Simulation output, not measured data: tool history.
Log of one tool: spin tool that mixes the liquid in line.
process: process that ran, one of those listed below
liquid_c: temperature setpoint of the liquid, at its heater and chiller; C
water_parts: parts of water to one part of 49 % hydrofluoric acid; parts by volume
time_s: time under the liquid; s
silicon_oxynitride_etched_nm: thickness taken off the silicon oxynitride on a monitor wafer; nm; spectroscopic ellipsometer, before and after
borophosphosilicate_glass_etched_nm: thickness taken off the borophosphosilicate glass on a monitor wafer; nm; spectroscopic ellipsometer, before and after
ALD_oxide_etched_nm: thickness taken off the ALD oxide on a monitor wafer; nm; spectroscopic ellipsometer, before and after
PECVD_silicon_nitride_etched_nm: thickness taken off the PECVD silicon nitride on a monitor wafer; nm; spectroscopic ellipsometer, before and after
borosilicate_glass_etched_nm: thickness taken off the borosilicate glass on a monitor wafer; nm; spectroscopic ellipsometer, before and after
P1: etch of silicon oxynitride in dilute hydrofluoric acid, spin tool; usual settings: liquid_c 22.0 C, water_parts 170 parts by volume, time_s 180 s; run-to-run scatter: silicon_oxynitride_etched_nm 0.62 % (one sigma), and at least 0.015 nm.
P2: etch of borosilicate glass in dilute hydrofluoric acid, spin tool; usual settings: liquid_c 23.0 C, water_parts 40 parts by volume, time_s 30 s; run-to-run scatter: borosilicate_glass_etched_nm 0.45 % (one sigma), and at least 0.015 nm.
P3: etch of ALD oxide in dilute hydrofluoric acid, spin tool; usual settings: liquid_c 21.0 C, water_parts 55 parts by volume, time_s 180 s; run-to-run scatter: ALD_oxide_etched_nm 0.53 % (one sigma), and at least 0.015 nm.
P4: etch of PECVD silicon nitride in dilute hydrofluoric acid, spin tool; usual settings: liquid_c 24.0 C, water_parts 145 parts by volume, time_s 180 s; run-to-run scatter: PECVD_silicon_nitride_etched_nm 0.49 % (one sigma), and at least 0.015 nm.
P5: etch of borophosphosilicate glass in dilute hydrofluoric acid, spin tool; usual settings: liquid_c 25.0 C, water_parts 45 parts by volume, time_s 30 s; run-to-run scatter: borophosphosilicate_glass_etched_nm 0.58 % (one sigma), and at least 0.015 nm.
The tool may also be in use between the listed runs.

| run | hour | process | liquid_c | water_parts | time_s | hours since the thermometer was replaced | hours since the hydrofluoric acid flow meter was replaced | silicon_oxynitride_etched_nm | borophosphosilicate_glass_etched_nm | ALD_oxide_etched_nm | PECVD_silicon_nitride_etched_nm | borosilicate_glass_etched_nm |
|---|---|---|---|---|---|---|---|---|---|---|---|---|
| 1 | 8.4 | P1 | 22.0 | 170 | 180 | 745.1 | 1190.6 | 4.06000 |  |  |  |  |
| 2 | 13.9 | P5 | 25.0 | 45 | 60 | 750.6 | 1196.1 |  | 74.630 |  |  |  |
| 3 | 20.5 | P1 | 22.0 | 170 | 180 | 757.2 | 1202.7 | 4.09480 |  |  |  |  |
| 4 | 27.8 | P3 | 21.0 | 55 | 180 | 764.5 | 1210.0 |  |  | 42.1500 |  |  |
| 5 | 34.2 | P1 | 22.0 | 170 | 335 | 770.9 | 1216.4 | 7.66550 |  |  |  |  |
| 6 | 40.7 | P1 | 22.0 | 170 | 180 | 777.4 | 1222.9 | 4.07510 |  |  |  |  |
| 7 | 50.0 | P5 | 25.0 | 70 | 30 | 786.7 | 1232.2 |  | 23.475 |  |  |  |
| 8 | 60.9 | P1 | 22.0 | 30 | 180 | 797.6 | 1243.1 | 25.72600 |  |  |  |  |
| 9 | 72.5 | P4 | 18.0 | 145 | 180 | 809.2 | 1254.7 |  |  |  | 3.3643 |  |
| 10 | 82.9 | P5 | 20.5 | 45 | 30 | 819.6 | 1265.1 |  | 31.257 |  |  |  |
| 11 | 92.3 | P1 | 22.0 | 170 | 15 | 829.0 | 1274.5 | 0.33357 |  |  |  |  |
| 12 | 103.3 | P4 | 24.0 | 145 | 325 | 840.0 | 1285.5 |  |  |  | 9.0769 |  |
| 13 | 111.8 | P2 | 23.0 | 40 | 30 | 848.5 | 1294.0 |  |  |  |  | 30.158 |
| 14 | 117.6 | P2 | 18.0 | 40 | 30 | 854.3 | 1299.8 |  |  |  |  | 24.223 |
| 15 | 123.8 | P4 | 24.0 | 145 | 180 | 860.5 | 1306.0 |  |  |  | 4.9992 |  |
| 16 | 130.6 | P5 | 25.0 | 45 | 30 | 867.3 | 1312.8 |  | 37.670 |  |  |  |
| 17 | 141.8 | P4 | 24.0 | 40 | 180 | 878.5 | 1324.0 |  |  |  | 17.7130 |  |
| 18 | 149.1 | P2 | 23.0 | 65 | 30 | 885.8 | 1331.3 |  |  |  |  | 17.865 |
| 19 | 156.9 | P1 | 26.0 | 170 | 180 | 893.6 | 1339.1 | 4.89210 |  |  |  |  |
| 20 | 164.3 | P2 | 23.0 | 40 | 30 | 901.0 | 1346.5 |  |  |  |  | 30.024 |
| 21 | 173.2 | P4 | 24.0 | 145 | 180 | 909.9 | 1355.4 |  |  |  | 4.9402 |  |
| 22 | 181.0 | P1 | 22.0 | 275 | 350 | 917.7 | 1363.2 | 4.53910 |  |  |  |  |
| 23 | 190.8 | P1 | 17.0 | 170 | 180 | 927.5 | 1373.0 | 3.19550 |  |  |  |  |
| 24 | 199.4 | P1 | 28.0 | 170 | 340 | 936.1 | 1381.6 | 9.96970 |  |  |  |  |
| 25 | 209.3 | P1 | 22.0 | 170 | 180 | 946.0 | 1391.5 | 4.06730 |  |  |  |  |
| 26 | 215.0 | P2 | 23.0 | 40 | 15 | 951.7 | 1397.2 |  |  |  |  | 15.043 |
| 27 | 223.4 | P3 | 21.0 | 55 | 15 | 960.1 | 1405.6 |  |  | 3.5183 |  |  |
| 28 | 233.2 | P3 | 21.0 | 85 | 180 | 969.9 | 1415.4 |  |  | 26.1830 |  |  |
| 29 | 241.1 | P1 | 22.0 | 255 | 180 | 977.8 | 1423.3 | 2.54980 |  |  |  |  |
| 30 | 251.8 | P3 | 27.0 | 55 | 180 | 988.5 | 1434.0 |  |  | 53.7160 |  |  |
| 31 | 261.8 | P1 | 22.0 | 170 | 180 | 998.5 | 1444.0 | 4.11860 |  |  |  |  |
| 32 | 270.7 | P1 | 22.0 | 170 | 180 | 1007.4 | 1452.9 | 4.30370 |  |  |  |  |
| 33 | 281.3 | P1 | 22.0 | 170 | 180 | 1018.0 | 1463.5 | 4.37260 |  |  |  |  |
| 34 | 290.8 | P1 | 22.0 | 170 | 180 | 1027.5 | 1473.0 | 4.42610 |  |  |  |  |
| 35 | 299.1 | P1 | 22.0 | 170 | 180 | 1035.8 | 1481.3 | 4.53590 |  |  |  |  |
| 36 | 310.3 | P1 | 22.0 | 170 | 180 | 1047.0 | 1492.5 | 4.49140 |  |  |  |  |
| 37 | 317.6 | P1 | 22.0 | 170 | 180 | 1054.3 | 1499.8 | 4.49070 |  |  |  |  |

What P1 gives has crept away from where it was. These 2 causes fit the log equally well, each at the size given:
A: liquid hotter than its thermometer reads (K) = 2.31
B: hydrofluoric acid flow above the setpoint (%) = 9.87
The creep began at about hour 261.8.

4 check runs are offered, one wafer each, their results left as question marks. Which one tells the causes apart?
| check 1 | 324.9 | P5 | 25.0 | 70 | 30 |  |  |  | ? |  |  |  |
| check 2 | 324.9 | P4 | 20.0 | 55 | 180 |  |  |  |  |  | ? |  |
| check 3 | 324.9 | P3 | 21.0 | 80 | 65 |  |  |  |  | ? |  |  |
| check 4 | 324.9 | P2 | 18.5 | 40 | 15 |  |  |  |  |  |  | ? |

What each check would give under each cause:
| check | result | if A | if B |
|---|---|---|---|
| check 1 | borophosphosilicate_glass_etched_nm | 25.550 | 25.822 |
| check 2 | PECVD_silicon_nitride_etched_nm | 11.5350 | 10.7860 |
| check 3 | ALD_oxide_etched_nm | 11.1480 | 11.2410 |
| check 4 | borosilicate_glass_etched_nm | 13.692 | 13.680 |
How far apart the two closest causes lie, in the result that separates them most: check 1 1.06 %; check 2 6.72 %; check 3 0.83 %; check 4 0.09 %
Only check 2 tells the causes apart: in the others they would give nearly the same result.

Check 2 was then run and gave: PECVD_silicon_nitride_etched_nm 11.4930 nm. Which cause is it?

It is A: liquid hotter than its thermometer reads (K).
